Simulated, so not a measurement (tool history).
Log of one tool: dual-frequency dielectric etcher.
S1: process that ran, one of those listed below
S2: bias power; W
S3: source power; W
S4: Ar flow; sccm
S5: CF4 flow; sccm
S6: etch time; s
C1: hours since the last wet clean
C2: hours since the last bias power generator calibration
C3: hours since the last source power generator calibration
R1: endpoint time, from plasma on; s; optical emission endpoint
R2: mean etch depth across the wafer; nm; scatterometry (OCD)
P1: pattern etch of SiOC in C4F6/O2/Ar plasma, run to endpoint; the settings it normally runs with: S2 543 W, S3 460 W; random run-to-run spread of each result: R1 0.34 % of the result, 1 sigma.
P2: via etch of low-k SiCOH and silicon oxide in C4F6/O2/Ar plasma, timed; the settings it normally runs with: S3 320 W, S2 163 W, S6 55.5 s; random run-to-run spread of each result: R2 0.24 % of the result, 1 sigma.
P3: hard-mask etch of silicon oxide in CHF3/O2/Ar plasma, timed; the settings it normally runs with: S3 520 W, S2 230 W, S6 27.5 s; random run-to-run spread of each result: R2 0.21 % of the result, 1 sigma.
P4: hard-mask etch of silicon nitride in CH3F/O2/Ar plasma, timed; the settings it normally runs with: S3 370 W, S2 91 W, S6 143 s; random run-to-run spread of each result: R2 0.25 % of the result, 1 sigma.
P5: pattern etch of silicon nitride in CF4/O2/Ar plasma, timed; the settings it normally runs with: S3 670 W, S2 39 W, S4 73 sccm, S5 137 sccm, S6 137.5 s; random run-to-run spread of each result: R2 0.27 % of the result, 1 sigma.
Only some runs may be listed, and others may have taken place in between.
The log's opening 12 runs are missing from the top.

run 13 hour=100.5 | S1=P1 S2=543 S3=460 | C1=160.5 C2=2328.2 C3=2089.4 | R1=12.628
run 14 hour=106.4 | S1=P2 S2=163 S3=320 S6=55.5 | C1=166.4 C2=2334.1 C3=2095.3 | R2=123.84
run 15 hour=111.2 | S1=P3 S2=230 S3=330 S6=27.5 | C1=171.2 C2=2338.9 C3=2100.1 | R2=47.324
run 16 hour=117.9 | S1=P4 S2=91 S3=370 S6=78.5 | C1=177.9 C2=2345.6 C3=2106.8 | R2=58.411
run 17 hour=123.8 | S1=P5 S2=48 S3=670 S4=73 S5=137 S6=137.5 | C1=183.8 C2=2351.5 C3=2112.7 | R2=366.3
run 18 hour=133.6 | S1=P1 S2=649 S3=460 | C1=193.6 C2=2361.3 C3=2122.5 | R1=11.793
run 19 hour=140.1 | S1=P4 S2=91 S3=370 S6=143 | C1=200.1 C2=2367.8 C3=2129 | R2=106.51
run 20 hour=148.2 | S1=P5 S2=39 S3=860 S4=73 S5=137 S6=137.5 | C1=208.2 C2=2375.9 C3=2137.1 | R2=426.89
run 21 hour=152.9 | S1=P3 S2=291 S3=520 S6=27.5 | C1=212.9 C2=2380.6 C3=2141.8 | R2=60.804
run 22 hour=159.5 | S1=P2 S2=163 S3=320 S6=82.5 | C1=219.5 C2=2387.2 C3=2148.4 | R2=183.86
run 23 hour=169.5 | S1=P1 S2=346 S3=460 | C1=229.5 C2=2397.2 C3=2158.4 | R1=14.842
-- hour=175 source power generator calibrated
run 24 hour=177.7 | S1=P1 S2=543 S3=460 | C1=237.7 C2=2405.4 C3=2.8 | R1=12.605
run 25 hour=183.9 | S1=P2 S2=212 S3=320 S6=55.5 | C1=243.9 C2=2411.6 C3=9 | R2=134.88
run 26 hour=194.5 | S1=P5 S2=39 S3=670 S4=73 S5=137 S6=137.5 | C1=254.5 C2=2422.2 C3=19.6 | R2=343.91
run 27 hour=201.3 | S1=P1 S2=543 S3=360 | C1=261.3 C2=2429 C3=26.4 | R1=13.877
run 28 hour=209.3 | S1=P4 S2=91 S3=270 S6=143 | C1=269.3 C2=2437 C3=34.4 | R2=94.802
run 29 hour=214.1 | S1=P1 S2=543 S3=620 | C1=274.1 C2=2441.8 C3=39.2 | R1=11.334
run 30 hour=222.6 | S1=P1 S2=543 S3=460 | C1=282.6 C2=2450.3 C3=47.7 | R1=12.622
run 31 hour=230.8 | S1=P1 S2=543 S3=460 | C1=290.8 C2=2458.5 C3=55.9 | R1=12.571
run 32 hour=238.3 | S1=P2 S2=163 S3=390 S6=55.5 | C1=298.3 C2=2466 C3=63.4 | R2=134.4
run 33 hour=243.4 | S1=P1 S2=543 S3=460 | C1=303.4 C2=2471.1 C3=68.5 | R1=12.671

Run 34, settings as shown, results not yet in. Your forecast:
run 34 hour=250.5 | S1=P1 S2=543 S3=460 | C1=310.5 C2=2478.2 C3=75.6 | R1=?

R1: 12.549 s
